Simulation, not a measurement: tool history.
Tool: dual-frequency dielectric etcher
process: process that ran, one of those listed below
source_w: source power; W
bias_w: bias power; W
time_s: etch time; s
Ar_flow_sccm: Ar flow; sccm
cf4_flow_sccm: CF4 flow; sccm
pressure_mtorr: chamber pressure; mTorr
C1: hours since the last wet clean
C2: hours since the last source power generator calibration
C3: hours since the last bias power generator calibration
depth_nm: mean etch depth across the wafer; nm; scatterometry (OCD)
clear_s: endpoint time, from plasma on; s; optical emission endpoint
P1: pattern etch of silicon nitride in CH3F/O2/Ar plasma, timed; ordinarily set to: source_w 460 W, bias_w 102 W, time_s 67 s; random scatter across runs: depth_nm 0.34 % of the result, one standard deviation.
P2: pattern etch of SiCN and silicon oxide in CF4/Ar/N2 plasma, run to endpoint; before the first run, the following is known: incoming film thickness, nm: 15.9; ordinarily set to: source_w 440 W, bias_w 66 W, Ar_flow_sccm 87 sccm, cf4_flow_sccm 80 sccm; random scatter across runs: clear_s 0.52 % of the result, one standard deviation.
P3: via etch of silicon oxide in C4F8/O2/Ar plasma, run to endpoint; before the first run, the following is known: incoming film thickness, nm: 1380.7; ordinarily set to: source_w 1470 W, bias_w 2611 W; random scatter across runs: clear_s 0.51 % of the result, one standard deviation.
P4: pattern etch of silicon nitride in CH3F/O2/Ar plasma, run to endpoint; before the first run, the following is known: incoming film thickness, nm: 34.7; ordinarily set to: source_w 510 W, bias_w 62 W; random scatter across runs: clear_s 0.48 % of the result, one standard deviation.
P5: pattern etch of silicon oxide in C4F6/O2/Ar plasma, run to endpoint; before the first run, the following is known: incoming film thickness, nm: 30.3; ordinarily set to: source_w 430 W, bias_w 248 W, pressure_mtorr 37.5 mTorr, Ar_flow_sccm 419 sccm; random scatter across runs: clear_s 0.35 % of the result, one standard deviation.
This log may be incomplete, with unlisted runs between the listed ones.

run 1 day=0.45 | process=P1 source_w=460 bias_w=102 time_s=67 | C1=142 C2=1910.2 C3=1305.5 | depth_nm=56.726
run 2 day=0.992 | process=P1 source_w=460 bias_w=102 time_s=67 | C1=155 C2=1923.2 C3=1318.5 | depth_nm=56.506
run 3 day=1.554 | process=P2 source_w=440 bias_w=66 Ar_flow_sccm=87 cf4_flow_sccm=80 | C1=168.5 C2=1936.7 C3=1332 | clear_s=18.744
run 4 day=2.188 | process=P2 source_w=290 bias_w=66 Ar_flow_sccm=87 cf4_flow_sccm=80 | C1=183.7 C2=1951.9 C3=1347.2 | clear_s=27.323
run 5 day=2.738 | process=P1 source_w=550 bias_w=102 time_s=84.5 | C1=196.9 C2=1965.1 C3=1360.4 | depth_nm=76.442
run 6 day=3.15 | process=P2 source_w=440 bias_w=83 Ar_flow_sccm=87 cf4_flow_sccm=80 | C1=206.8 C2=1975 C3=1370.3 | clear_s=17.426
run 7 day=3.475 | process=P5 source_w=430 bias_w=248 Ar_flow_sccm=419 pressure_mtorr=26.5 | C1=214.6 C2=1982.8 C3=1378.1 | clear_s=8.8054
run 8 day=4.146 | process=P1 source_w=460 bias_w=60 time_s=67 | C1=230.7 C2=1998.9 C3=1394.2 | depth_nm=47.146
run 9 day=4.725 | process=P4 source_w=510 bias_w=44 | C1=244.6 C2=2012.8 C3=1408.1 | clear_s=54.611
run 10 day=5.279 | process=P4 source_w=510 bias_w=62 | C1=257.9 C2=2026.1 C3=1421.4 | clear_s=48.919
run 11 day=5.742 | process=P1 source_w=300 bias_w=102 time_s=67 | C1=269 C2=2037.2 C3=1432.5 | depth_nm=48.51
run 12 day=6.312 | process=P2 source_w=440 bias_w=66 Ar_flow_sccm=87 cf4_flow_sccm=113 | C1=282.7 C2=2050.9 C3=1446.2 | clear_s=18.082
run 13 day=6.75 | process=P3 source_w=2040 bias_w=2611 | C1=293.2 C2=2061.4 C3=1456.7 | clear_s=246.5
run 14 day=7.083 | process=P1 source_w=460 bias_w=102 time_s=67 | C1=301.2 C2=2069.4 C3=1464.7 | depth_nm=56.646
run 15 day=7.721 | process=P3 source_w=1470 bias_w=2611 | C1=316.5 C2=2084.7 C3=1480 | clear_s=281.87
run 16 day=8.204 | process=P2 source_w=440 bias_w=66 Ar_flow_sccm=55 cf4_flow_sccm=80 | C1=328.1 C2=2096.3 C3=1491.6 | clear_s=17.641
run 17 day=8.721 | process=P5 source_w=430 bias_w=331 Ar_flow_sccm=419 pressure_mtorr=37.5 | C1=340.5 C2=2108.7 C3=1504 | clear_s=8.2942
run 18 day=9.033 | process=P4 source_w=680 bias_w=62 | C1=348 C2=2116.2 C3=1511.5 | clear_s=44.329
run 19 day=9.342 | process=P4 source_w=510 bias_w=62 | C1=355.4 C2=2123.6 C3=1518.9 | clear_s=49.009
run 20 day=9.633 | process=P5 source_w=250 bias_w=248 Ar_flow_sccm=419 pressure_mtorr=37.5 | C1=362.4 C2=2130.6 C3=1525.9 | clear_s=11.259
run 21 day=9.975 | process=P1 source_w=460 bias_w=102 time_s=67 | C1=370.6 C2=2138.8 C3=1534.1 | depth_nm=57.001
run 22 day=10.454 | process=P5 source_w=430 bias_w=248 Ar_flow_sccm=273 pressure_mtorr=37.5 | C1=382.1 C2=2150.3 C3=1545.6 | clear_s=8.7607
run 23 day=11.042 | process=P3 source_w=1470 bias_w=2611 | C1=396.2 C2=2164.4 C3=1559.7 | clear_s=281.8
run 24 day=11.579 | process=P5 source_w=430 bias_w=248 Ar_flow_sccm=419 pressure_mtorr=37.5 | C1=409.1 C2=2177.3 C3=1572.6 | clear_s=9.1395
run 25 day=12.05 | process=P1 source_w=460 bias_w=102 time_s=48 | C1=420.4 C2=2188.6 C3=1583.9 | depth_nm=40.584
run 26 day=12.512 | process=P1 source_w=460 bias_w=122 time_s=67 | C1=431.5 C2=2199.7 C3=1595 | depth_nm=60.247
run 27 day=12.975 | process=P3 source_w=1470 bias_w=1608 | C1=442.6 C2=2210.8 C3=1606.1 | clear_s=322.25
run 28 day=13.45 | process=P1 source_w=460 bias_w=102 time_s=97.5 | C1=454 C2=2222.2 C3=1617.5 | depth_nm=82.09
run 29 day=13.942 | process=P1 source_w=460 bias_w=102 time_s=67 | C1=465.8 C2=2234 C3=1629.3 | depth_nm=56.52
-- day=14.225 wet clean of the chamber
run 30 day=14.554 | process=P1 source_w=460 bias_w=102 time_s=67 | C1=8 C2=2248.7 C3=1644 | depth_nm=56.77
run 31 day=15.046 | process=P1 source_w=460 bias_w=70 time_s=42.5 | C1=19.8 C2=2260.5 C3=1655.8 | depth_nm=31.432
run 32 day=15.358 | process=P1 source_w=590 bias_w=102 time_s=67 | C1=27.3 C2=2268 C3=1663.3 | depth_nm=62.177
run 33 day=15.9 | process=P1 source_w=460 bias_w=102 time_s=67 | C1=40.3 C2=2281 C3=1676.3 | depth_nm=56.684
run 34 day=16.567 | process=P1 source_w=460 bias_w=102 time_s=67 | C1=56.3 C2=2297 C3=1692.3 | depth_nm=56.697
run 35 day=17.217 | process=P1 source_w=460 bias_w=102 time_s=67 | C1=71.9 C2=2312.6 C3=1707.9 | depth_nm=57.491
run 36 day=17.538 | process=P1 source_w=460 bias_w=102 time_s=67 | C1=79.6 C2=2320.3 C3=1715.6 | depth_nm=57.67
run 37 day=17.975 | process=P1 source_w=460 bias_w=102 time_s=67 | C1=90.1 C2=2330.8 C3=1726.1 | depth_nm=57.452
run 38 day=18.417 | process=P1 source_w=460 bias_w=102 time_s=67 | C1=100.7 C2=2341.4 C3=1736.7 | depth_nm=57.205
run 39 day=18.942 | process=P1 source_w=460 bias_w=102 time_s=67 | C1=113.3 C2=2354 C3=1749.3 | depth_nm=57.492
-- day=19.517 wet clean of the chamber
run 40 day=19.571 | process=P1 source_w=460 bias_w=102 time_s=67 | C1=1.4 C2=2369.1 C3=1764.4 | depth_nm=57.75
run 41 day=20.067 | process=P1 source_w=460 bias_w=102 time_s=67 | C1=13.3 C2=2381 C3=1776.3 | depth_nm=57.428
run 42 day=20.721 | process=P1 source_w=460 bias_w=102 time_s=67 | C1=29 C2=2396.7 C3=1792 | depth_nm=57.68

What P1 gives has crept off from where it sat before. The 2 causes that follow fit the log equally well, each at the size noted:
A: source power that arrives over what is set, % = 4.65
B: bias power that arrives over what is set, % = 4.74
The drift started at roughly day 15.9.
The rest of the possible causes, and what rules out each one:
chamber walls in a state that raises the etch rate, %: maintenance at day 19.517, after the shift began, did not return the process to its former output

Below are 4 check runs, each averaged over 2 wafers, with their results shown as question marks. Which of them would give clearly different results depending on which cause is behind the drift?
run check 1 day=21.375 | process=P2 source_w=440 bias_w=66 Ar_flow_sccm=63 cf4_flow_sccm=80 | clear_s=?
run check 2 day=21.375 | process=P4 source_w=630 bias_w=44 | clear_s=?
run check 3 day=21.375 | process=P5 source_w=290 bias_w=319 Ar_flow_sccm=419 pressure_mtorr=37.5 | clear_s=?
run check 4 day=21.375 | process=P3 source_w=1880 bias_w=2611 | clear_s=?

Predicted outcomes, by check and by cause:
check=check_1 result=clear_s if_A=17.34 if_B=17.804
check=check_2 result=clear_s if_A=49.42 if_B=49.653
check=check_3 result=clear_s if_A=9.5776 if_B=9.581
check=check_4 result=clear_s if_A=249.97 if_B=250.91
Gap, in per cent, between the two causes that each check separates least, read from the result that separates them most: check 1 2.64 %; check 2 0.47 %; check 3 0.04 %; check 4 0.37 %
Check 1 is the one run that separates the causes; every other check would come out nearly the same whichever cause is at work.

Check 1 was carried out, with these results: clear_s 17.295 s. Which of the listed causes is responsible?

The correct cause is A, namely: source power that arrives over what is set, %.
